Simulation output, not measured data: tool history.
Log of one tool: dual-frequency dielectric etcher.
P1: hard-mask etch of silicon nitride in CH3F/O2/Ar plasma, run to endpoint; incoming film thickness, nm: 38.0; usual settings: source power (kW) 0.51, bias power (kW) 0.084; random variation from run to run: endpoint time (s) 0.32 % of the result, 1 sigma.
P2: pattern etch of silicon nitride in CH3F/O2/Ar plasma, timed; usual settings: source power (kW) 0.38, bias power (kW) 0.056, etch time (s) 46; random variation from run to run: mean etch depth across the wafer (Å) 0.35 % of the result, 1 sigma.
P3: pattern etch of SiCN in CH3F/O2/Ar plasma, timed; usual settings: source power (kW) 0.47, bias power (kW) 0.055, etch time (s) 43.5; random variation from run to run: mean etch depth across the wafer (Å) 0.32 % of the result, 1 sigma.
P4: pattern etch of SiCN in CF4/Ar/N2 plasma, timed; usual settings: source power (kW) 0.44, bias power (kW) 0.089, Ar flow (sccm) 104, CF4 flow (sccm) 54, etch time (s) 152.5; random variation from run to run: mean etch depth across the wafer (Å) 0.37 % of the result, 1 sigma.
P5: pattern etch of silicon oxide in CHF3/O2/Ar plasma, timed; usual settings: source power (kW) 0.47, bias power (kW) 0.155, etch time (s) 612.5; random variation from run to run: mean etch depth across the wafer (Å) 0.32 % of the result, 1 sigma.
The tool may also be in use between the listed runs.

run,day,process that ran,source power (kW),bias power (kW),Ar flow (sccm),CF4 flow (sccm),etch time (s),hours since the last wet clean,hours since the last source power generator calibration,hours since the last bias power generator calibration,endpoint time (s),mean etch depth across the wafer (Å)
1,0.508,P1,0.51,0.084,,,,104.8,2274.2,575.4,46.739,
2,1.129,P4,0.44,0.089,104,54,152.5,119.7,2289.1,590.3,,1366.4
3,1.675,P1,0.68,0.103,,,,132.8,2302.2,603.4,39.24,
4,2.133,P4,0.44,0.089,140,54,152.5,143.8,2313.2,614.4,,1321.8
5,2.5,P4,0.44,0.062,104,54,152.5,152.6,2322,623.2,,1199.4
6,2.958,P5,0.47,0.155,,,901,163.6,2333,634.2,,15479
7,3.496,P5,0.47,0.155,,,612.5,176.5,2345.9,647.1,,10516
8,4.017,P2,0.54,0.056,,,46,189,2358.4,659.6,,326.2
9,4.525,P1,0.62,0.084,,,,201.2,2370.6,671.8,43.384,
10,4.854,P1,0.51,0.055,,,,209.1,2378.5,679.7,54.208,
11,5.321,P1,0.51,0.101,,,,220.3,2389.7,690.9,44.046,
12,5.746,P1,0.51,0.084,,,,230.5,2399.9,701.1,46.619,
# day 5.833: wet clean of the chamber
13,6.108,P2,0.38,0.056,,,25.5,6.7,2408.6,709.8,,157.68
14,6.662,P2,0.38,0.056,,,46,20,2421.9,723.1,,282.34
15,7.271,P1,0.37,0.084,,,,34.6,2436.5,737.7,52.59,
16,7.921,P3,0.47,0.055,,,61,50.2,2452.1,753.3,,218.85
17,8.262,P2,0.38,0.056,,,46,58.4,2460.3,761.5,,283.95
18,8.758,P2,0.38,0.033,,,46,70.3,2472.2,773.4,,242.25
19,9.271,P3,0.47,0.055,,,43.5,82.6,2484.5,785.7,,156.25
20,9.729,P3,0.47,0.055,,,43.5,93.6,2495.5,796.7,,155.04
21,10.279,P4,0.44,0.089,104,42,152.5,106.8,2508.7,809.9,,1318.5
22,10.742,P4,0.57,0.089,104,54,152.5,117.9,2519.8,821,,1734.1
23,11.221,P1,0.51,0.084,,,,129.4,2531.3,832.5,46.896,
24,11.612,P3,0.47,0.069,,,43.5,138.8,2540.7,841.9,,168.62
25,11.979,P4,0.44,0.089,104,54,95,147.6,2549.5,850.7,,857.75
26,12.417,P3,0.66,0.055,,,43.5,158.1,2560,861.2,,178.45
27,13.058,P1,0.51,0.084,,,,173.5,2575.4,876.6,46.623,
28,13.612,P5,0.34,0.155,,,612.5,186.8,2588.7,889.9,,9293.7
29,14.088,P5,0.47,0.199,,,612.5,198.2,2600.1,901.3,,11426
30,14.717,P1,0.51,0.084,,,,213.3,2615.2,916.4,46.687,
31,15.329,P1,0.51,0.084,,,,228,2629.9,931.1,46.677,
32,15.742,P1,0.51,0.084,,,,237.9,2639.8,941,47.036,

Run 33 comes next. What will it give?
33,16.146,P1,0.51,0.084,,,,247.6,2649.5,950.7,?,

endpoint time (s): 47.441
